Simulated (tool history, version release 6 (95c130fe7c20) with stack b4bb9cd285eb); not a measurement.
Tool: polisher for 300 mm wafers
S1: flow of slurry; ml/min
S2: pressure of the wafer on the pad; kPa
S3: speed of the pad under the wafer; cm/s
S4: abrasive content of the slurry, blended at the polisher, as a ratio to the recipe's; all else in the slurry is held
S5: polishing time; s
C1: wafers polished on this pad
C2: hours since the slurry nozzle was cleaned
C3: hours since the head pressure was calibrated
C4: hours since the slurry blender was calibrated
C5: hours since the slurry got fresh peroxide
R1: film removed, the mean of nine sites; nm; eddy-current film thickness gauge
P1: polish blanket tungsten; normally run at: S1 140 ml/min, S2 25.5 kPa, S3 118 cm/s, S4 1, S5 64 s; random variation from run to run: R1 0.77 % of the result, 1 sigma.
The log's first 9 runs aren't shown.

Run 10, hour 126.2: S1 140 ml/min, S2 35.9 kPa, S3 118 cm/s, S4 1, S5 64 s; C1 2088; C2 469.5; C3 627.2; C4 316.2; C5 226. Result: R1 565.74 nm.
Run 11, hour 140.4: S1 140 ml/min, S2 25.5 kPa, S3 54 cm/s, S4 1, S5 97 s; C1 2214; C2 483.7; C3 641.4; C4 330.4; C5 240.2. Result: R1 279.32 nm.
Run 12, hour 152.5: S1 85 ml/min, S2 25.5 kPa, S3 118 cm/s, S4 1, S5 64 s; C1 2321; C2 495.8; C3 653.5; C4 342.5; C5 252.3. Result: R1 361.42 nm.
Run 13, hour 163.4: S1 140 ml/min, S2 25.5 kPa, S3 186 cm/s, S4 1, S5 64 s; C1 2417; C2 506.7; C3 664.4; C4 353.4; C5 263.2. Result: R1 635.92 nm.
Run 14, hour 179.6: S1 140 ml/min, S2 11.7 kPa, S3 118 cm/s, S4 1, S5 64 s; C1 2560; C2 522.9; C3 680.6; C4 369.6; C5 279.4. Result: R1 185.75 nm.
Run 15, hour 191.6: S1 140 ml/min, S2 25.5 kPa, S3 118 cm/s, S4 1, S5 64 s; C1 2666; C2 534.9; C3 692.6; C4 381.6; C5 291.4. Result: R1 399.93 nm.
Run 16, hour 202.9: S1 140 ml/min, S2 25.5 kPa, S3 118 cm/s, S4 1.5, S5 64 s; C1 2766; C2 546.2; C3 703.9; C4 392.9; C5 302.7. Result: R1 446.63 nm.
Run 17, hour 214.1: S1 140 ml/min, S2 25.5 kPa, S3 118 cm/s, S4 1, S5 64 s; C1 2865; C2 557.4; C3 715.1; C4 404.1; C5 313.9. Result: R1 403.22 nm.
Run 18, hour 228: S1 220 ml/min, S2 25.5 kPa, S3 118 cm/s, S4 1, S5 64 s; C1 2988; C2 571.3; C3 729; C4 418; C5 327.8. Result: R1 425.63 nm.
Run 19, hour 242.4: S1 140 ml/min, S2 25.5 kPa, S3 118 cm/s, S4 1, S5 64 s; C1 3115; C2 585.7; C3 743.4; C4 432.4; C5 342.2. Result: R1 398.45 nm.
Run 20, hour 253.1: S1 140 ml/min, S2 25.5 kPa, S3 118 cm/s, S4 1, S5 64 s; C1 3209; C2 596.4; C3 754.1; C4 443.1; C5 352.9. Result: R1 402 nm.
Run 21, hour 264.3: S1 140 ml/min, S2 25.5 kPa, S3 118 cm/s, S4 1, S5 64 s; C1 3308; C2 607.6; C3 765.3; C4 454.3; C5 364.1. Result: R1 383.84 nm.
Run 22, hour 280.6: S1 140 ml/min, S2 25.5 kPa, S3 118 cm/s, S4 1, S5 64 s; C1 3452; C2 623.9; C3 781.6; C4 470.6; C5 380.4. Result: R1 371.39 nm.
Run 23, hour 288.9: S1 140 ml/min, S2 25.5 kPa, S3 118 cm/s, S4 1, S5 64 s; C1 3525; C2 632.2; C3 789.9; C4 478.9; C5 388.7. Result: R1 374.56 nm.
At hour 296.8: worn pad replaced by a new one.
Run 24, hour 299.3: S1 140 ml/min, S2 25.5 kPa, S3 118 cm/s, S4 1, S5 64 s; C1 22; C2 642.6; C3 800.3; C4 489.3; C5 399.1. Result: R1 378 nm.
At hour 305.8: slurry tank refilled with fresh slurry and peroxide.
Run 25, hour 307.2: S1 140 ml/min, S2 25.5 kPa, S3 118 cm/s, S4 1, S5 64 s; C1 92; C2 650.5; C3 808.2; C4 497.2; C5 1.5. Result: R1 369.09 nm.
At hour 310.2: slurry blender recalibrated.
Run 26, hour 322.8: S1 140 ml/min, S2 25.5 kPa, S3 118 cm/s, S4 1, S5 64 s; C1 229; C2 666.1; C3 823.8; C4 12.6; C5 17.1. Result: R1 364.98 nm.
Run 27, hour 330.6: S1 140 ml/min, S2 25.5 kPa, S3 118 cm/s, S4 1, S5 64 s; C1 298; C2 673.9; C3 831.6; C4 20.4; C5 24.9. Result: R1 369.89 nm.
Run 28, hour 343.4: S1 140 ml/min, S2 25.5 kPa, S3 118 cm/s, S4 1, S5 64 s; C1 411; C2 686.7; C3 844.4; C4 33.2; C5 37.7. Result: R1 372.55 nm.

The next listed run, before its measurement:
Run 29, hour 352.8: S1 140 ml/min, S2 25.5 kPa, S3 118 cm/s, S4 1, S5 64 s; C1 494; C2 696.1; C3 853.8; C4 42.6; C5 47.1. Result: R1 ?.

R1: 370.25 nm

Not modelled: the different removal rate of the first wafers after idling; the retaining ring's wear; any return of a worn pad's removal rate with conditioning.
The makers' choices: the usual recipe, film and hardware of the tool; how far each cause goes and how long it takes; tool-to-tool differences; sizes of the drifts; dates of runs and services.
